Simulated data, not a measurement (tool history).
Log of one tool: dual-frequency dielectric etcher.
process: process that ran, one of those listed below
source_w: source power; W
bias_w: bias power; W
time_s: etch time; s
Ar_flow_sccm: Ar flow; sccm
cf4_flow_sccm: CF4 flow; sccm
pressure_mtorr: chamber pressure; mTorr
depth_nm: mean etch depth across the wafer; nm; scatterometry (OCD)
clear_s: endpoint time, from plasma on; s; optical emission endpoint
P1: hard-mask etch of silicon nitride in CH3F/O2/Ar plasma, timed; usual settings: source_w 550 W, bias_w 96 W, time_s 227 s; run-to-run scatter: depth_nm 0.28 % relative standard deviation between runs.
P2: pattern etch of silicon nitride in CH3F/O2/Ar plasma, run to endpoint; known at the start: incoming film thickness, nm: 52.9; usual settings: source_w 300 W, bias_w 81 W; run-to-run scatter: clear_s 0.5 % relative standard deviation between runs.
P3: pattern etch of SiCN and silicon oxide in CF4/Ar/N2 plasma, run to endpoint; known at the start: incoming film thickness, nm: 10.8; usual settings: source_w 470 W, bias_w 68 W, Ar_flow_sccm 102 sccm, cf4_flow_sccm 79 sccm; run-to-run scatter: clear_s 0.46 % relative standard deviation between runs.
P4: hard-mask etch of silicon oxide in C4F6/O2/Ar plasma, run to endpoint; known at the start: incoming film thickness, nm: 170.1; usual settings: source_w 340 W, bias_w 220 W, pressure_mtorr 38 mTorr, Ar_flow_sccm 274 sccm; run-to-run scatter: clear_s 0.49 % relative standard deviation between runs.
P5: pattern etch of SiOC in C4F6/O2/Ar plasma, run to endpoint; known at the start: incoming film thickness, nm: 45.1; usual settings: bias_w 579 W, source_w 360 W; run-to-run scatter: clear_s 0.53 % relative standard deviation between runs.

run	hour	process	source_w	bias_w	time_s	Ar_flow_sccm	cf4_flow_sccm	pressure_mtorr	hours since the last wet clean	hours since the last source power generator calibration	hours since the last bias power generator calibration	depth_nm	clear_s
1	8.7	P1	550	96	227				120.3	326.9	1616.2	190.24	
2	14.9	P1	550	131	227				126.5	333.1	1622.4	212.73	
3	20.8	P3	340	68		102	79		132.4	339	1628.3		16.157
4	26.9	P2	300	58					138.5	345.1	1634.4		90.079
5	34.3	P3	470	89		102	79		145.9	352.5	1641.8		11.077
6	41.7	P1	740	96	155				153.3	359.9	1649.2	145	
7	45.8	P1	550	96	177				157.4	364	1653.3	148.64	
8	55	P4	250	220		274		38	166.6	373.2	1662.5		62.167
9	62.9	P2	300	81					174.5	381.1	1670.4		80.024
10	67.6	P4	340	220		360		38	179.2	385.8	1675.1		56.878
11	75.4	P4	340	220		274		38	187	393.6	1682.9		54.968
12	80.9	P3	470	68		102	79		192.5	399.1	1688.4		12.134
13	88.5	P5	360	579					200.1	406.7	1696		14.393
14	94.6	P1	550	96	227				206.2	412.8	1702.1	190.17	
15	103.3	P1	550	96	227				214.9	421.5	1710.8	190.08	
16	107.5	P1	370	96	227				219.1	425.7	1715	164.07	
17	112.8	P5	360	768					224.4	431	1720.3		12.96
18	120.8	P1	790	96	227				232.4	439	1728.3	216.73	
19	125.1	P1	550	69	227				236.7	443.3	1732.6	169.59	
20	134.3	P1	550	96	227				245.9	452.5	1741.8	189.86	
21	139.3	P3	470	68		102	106		250.9	457.5	1746.8		11.683
22	146	P3	470	68		71	79		257.6	464.2	1753.5		11.592
23	152.4	P1	550	96	227				264	470.6	1759.9	190.18	
24	161.6	P1	550	96	280.5				273.2	479.8	1769.1	236.02	
# hour 165.7: wet clean of the chamber
25	166.1	P2	370	81					0.4	484.3	1773.6		74.394
26	170.1	P4	340	290		274		38	4.4	488.3	1777.6		49.981
27	174.1	P5	360	579					8.4	492.3	1781.6		14.539
28	181.2	P4	340	220		274		50	15.5	499.4	1788.7		56.776
29	189.6	P5	210	579					23.9	507.8	1797.1		17.611
30	195.7	P1	550	96	227				30	513.9	1803.2	189.47	
31	203.7	P1	550	96	227				38	521.9	1811.2	190.57	
32	212.1	P1	550	96	227				46.4	530.3	1819.6	188.27	
33	216.7	P1	550	96	227				51	534.9	1824.2	188.88	
34	221.7	P1	550	96	227				56	539.9	1829.2	187.42	
# hour 225.1: wet clean of the chamber
35	229.4	P1	550	96	227				4.3	547.6	1836.9	187.54	
36	234	P1	550	96	227				8.9	552.2	1841.5	187.75	
37	241.6	P1	550	96	227				16.5	559.8	1849.1	188.14	
38	249.8	P1	550	96	227				24.7	568	1857.3	187.89	

Something has made what P1 gives creep away from where it was; the 2 causes below, each at its own stated size, fit the log equally well:
A: source power that arrives under what is set, % = 3.6
B: bias power that arrives under what is set, % = 3.8
The drift started at roughly hour 203.7.
Each remaining cause and why it is not a fit:
chamber walls in a state that lowers the etch rate, %: serviced at hour 225.1, which brought nothing back

4 check runs are offered, each on 3 wafers whose results are averaged, their results left as question marks. Which one tells the causes apart?
check 1	258	P2	300	63									?
check 2	258	P3	470	68		73	79						?
check 3	258	P5	360	728									?
check 4	258	P4	260	220		274		38					?

Outcome of each check run for each possible cause:
check	result	if A	if B
check 1	clear_s	88.978	88.906
check 2	clear_s	11.96	11.715
check 3	clear_s	13.363	13.389
check 4	clear_s	61.869	61.814
How far apart the two closest causes lie, in the result that separates them most: check 1 0.08 %; check 2 2.06 %; check 3 0.19 %; check 4 0.09 %
Of the check runs offered, only check 2 discriminates between the causes; the rest would read about the same regardless of which cause applies.

Check 2 was carried out, with these results: clear_s 11.927 s. Which of the listed causes is responsible?

It is A: source power that arrives under what is set, %.
